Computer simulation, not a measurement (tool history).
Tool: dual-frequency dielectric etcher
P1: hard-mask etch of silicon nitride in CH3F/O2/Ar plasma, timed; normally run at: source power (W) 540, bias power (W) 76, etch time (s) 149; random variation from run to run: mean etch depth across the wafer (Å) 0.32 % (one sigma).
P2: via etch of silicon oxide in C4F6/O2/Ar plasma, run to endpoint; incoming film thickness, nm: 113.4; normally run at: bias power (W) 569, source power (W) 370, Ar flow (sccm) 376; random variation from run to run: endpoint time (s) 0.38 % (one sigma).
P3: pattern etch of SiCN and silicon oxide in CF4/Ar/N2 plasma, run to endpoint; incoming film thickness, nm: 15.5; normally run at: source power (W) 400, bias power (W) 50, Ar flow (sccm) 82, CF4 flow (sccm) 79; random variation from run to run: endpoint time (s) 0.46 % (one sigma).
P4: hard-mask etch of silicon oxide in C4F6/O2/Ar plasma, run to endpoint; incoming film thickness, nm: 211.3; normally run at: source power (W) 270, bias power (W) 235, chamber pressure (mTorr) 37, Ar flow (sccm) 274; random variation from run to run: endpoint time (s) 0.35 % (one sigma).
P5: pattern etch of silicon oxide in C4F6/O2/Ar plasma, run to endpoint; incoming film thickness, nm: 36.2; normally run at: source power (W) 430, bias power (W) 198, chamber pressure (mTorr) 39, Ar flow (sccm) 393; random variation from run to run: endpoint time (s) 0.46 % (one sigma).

run,day,process that ran,source power (W),bias power (W),etch time (s),Ar flow (sccm),CF4 flow (sccm),chamber pressure (mTorr),hours since the last wet clean,hours since the last source power generator calibration,hours since the last bias power generator calibration,mean etch depth across the wafer (Å),endpoint time (s)
1,0.742,P1,540,76,149,,,,401.4,1834,352.2,1139.3,
2,1.125,P1,540,76,207,,,,410.6,1843.2,361.4,1590.6,
3,1.479,P3,400,50,,82,51,,419.1,1851.7,369.9,,23.15
4,1.871,P4,270,155,,274,,37,428.5,1861.1,379.3,,84.181
5,2.425,P3,400,50,,82,79,,441.8,1874.4,392.6,,21.682
6,3.167,P1,540,88,115,,,,459.6,1892.2,410.4,925.11,
7,3.792,P1,540,95,149,,,,474.6,1907.2,425.4,1227.9,
8,4.417,P4,270,235,,225,,37,489.6,1922.2,440.4,,72.385
9,5.167,P1,540,76,149,,,,507.6,1940.2,458.4,1138.8,
10,5.621,P1,330,76,110,,,,518.5,1951.1,469.3,697.9,
11,6.021,P5,430,198,,486,,39,528.1,1960.7,478.9,,11.747
12,6.567,P1,540,76,149,,,,541.2,1973.8,492,1142.1,
13,7.204,P2,370,569,,376,,,556.5,1989.1,507.3,,24.816
14,7.704,P5,330,198,,393,,39,568.5,2001.1,519.3,,12.803
15,8.354,P1,540,60,149,,,,584.1,2016.7,534.9,1051.9,
16,8.962,P3,400,50,,82,79,,598.7,2031.3,549.5,,21.488
17,9.321,P2,370,569,,376,,,607.3,2039.9,558.1,,24.801
18,9.912,P2,370,794,,376,,,621.5,2054.1,572.3,,21.761
19,10.412,P4,270,235,,274,,43.5,633.5,2066.1,584.3,,75.562
20,11.071,P1,540,76,112.5,,,,649.3,2081.9,600.1,860.53,
21,11.4,P3,400,32,,82,79,,657.2,2089.8,608,,24.209
22,11.758,P4,270,235,,274,,37,665.8,2098.4,616.6,,73.696
23,12.379,P3,400,50,,112,79,,680.7,2113.3,631.5,,22.373
24,12.817,P5,430,198,,393,,39,691.2,2123.8,642,,11.597
25,13.517,P1,370,76,149,,,,708,2140.6,658.8,985.35,
26,14.017,P5,430,238,,393,,39,720,2152.6,670.8,,10.871
27,14.712,P1,650,76,149,,,,736.7,2169.3,687.5,1229.5,
28,15.129,P2,370,569,,476,,,746.7,2179.3,697.5,,25.596
29,15.654,P1,540,76,149,,,,759.3,2191.9,710.1,1140.7,
30,16.029,P2,290,569,,376,,,768.3,2200.9,719.1,,27.192
31,16.367,P3,300,50,,82,79,,776.4,2209,727.2,,27.807
32,16.754,P1,540,76,149,,,,785.7,2218.3,736.5,1148.8,
33,17.1,P5,430,198,,393,,55,794,2226.6,744.8,,12.18
34,17.808,P4,180,235,,274,,37,811,2243.6,761.8,,85.895
35,18.321,P1,540,76,149,,,,823.3,2255.9,774.1,1142.9,
36,18.821,P1,540,76,149,,,,835.3,2267.9,786.1,1141.3,
37,19.483,P1,540,76,149,,,,851.2,2283.8,802,1144,
38,20.104,P1,540,76,149,,,,866.1,2298.7,816.9,1151.7,
39,20.712,P1,540,76,149,,,,880.7,2313.3,831.5,1153.5,
40,21.388,P1,540,76,149,,,,896.9,2329.5,847.7,1157.6,
# day 21.871: wet clean of the chamber
41,22.075,P1,540,76,149,,,,5,2346,864.2,1160.6,
42,22.6,P1,540,76,149,,,,17.6,2358.6,876.8,1160.4,
43,23.333,P1,540,76,149,,,,35.2,2376.2,894.4,1162,
44,23.992,P1,540,76,149,,,,51,2392,910.2,1164.9,
45,24.733,P1,540,76,149,,,,68.8,2409.8,928,1162.7,

What P1 gives has crept away from where it was. These 2 causes fit the log equally well, each at the size given:
A: bias power that arrives over what is set, % = 4.76
B: source power that arrives over what is set, % = 4.26
The creep began at about day 18.321.
Why every other cause is out:
chamber walls in a state that raises the etch rate, %: serviced at day 21.871, which brought nothing back

4 check runs are offered, each on 2 wafers whose results are averaged, their results left as question marks. Which one tells the causes apart?
check 1,25.475,P4,270,235,,274,,37,,,,,?
check 2,25.475,P2,370,569,,376,,,,,,,?
check 3,25.475,P3,400,50,,82,79,,,,,,?
check 4,25.475,P5,430,198,,393,,39,,,,,?

What each check would give under each cause:
check,result,if A,if B
check 1,endpoint time (s),72.552,72.559
check 2,endpoint time (s),24.4,24.462
check 3,endpoint time (s),21.155,20.664
check 4,endpoint time (s),11.407,11.393
How far apart the two closest causes lie, in the result that separates them most: check 1 0.01 %; check 2 0.25 %; check 3 2.35 %; check 4 0.12 %
Only check 3 tells the causes apart: in the others they would give nearly the same result.

Then check 3 was run and gave: endpoint time (s) 21.089. Which cause is it?

It is A: bias power that arrives over what is set, %.

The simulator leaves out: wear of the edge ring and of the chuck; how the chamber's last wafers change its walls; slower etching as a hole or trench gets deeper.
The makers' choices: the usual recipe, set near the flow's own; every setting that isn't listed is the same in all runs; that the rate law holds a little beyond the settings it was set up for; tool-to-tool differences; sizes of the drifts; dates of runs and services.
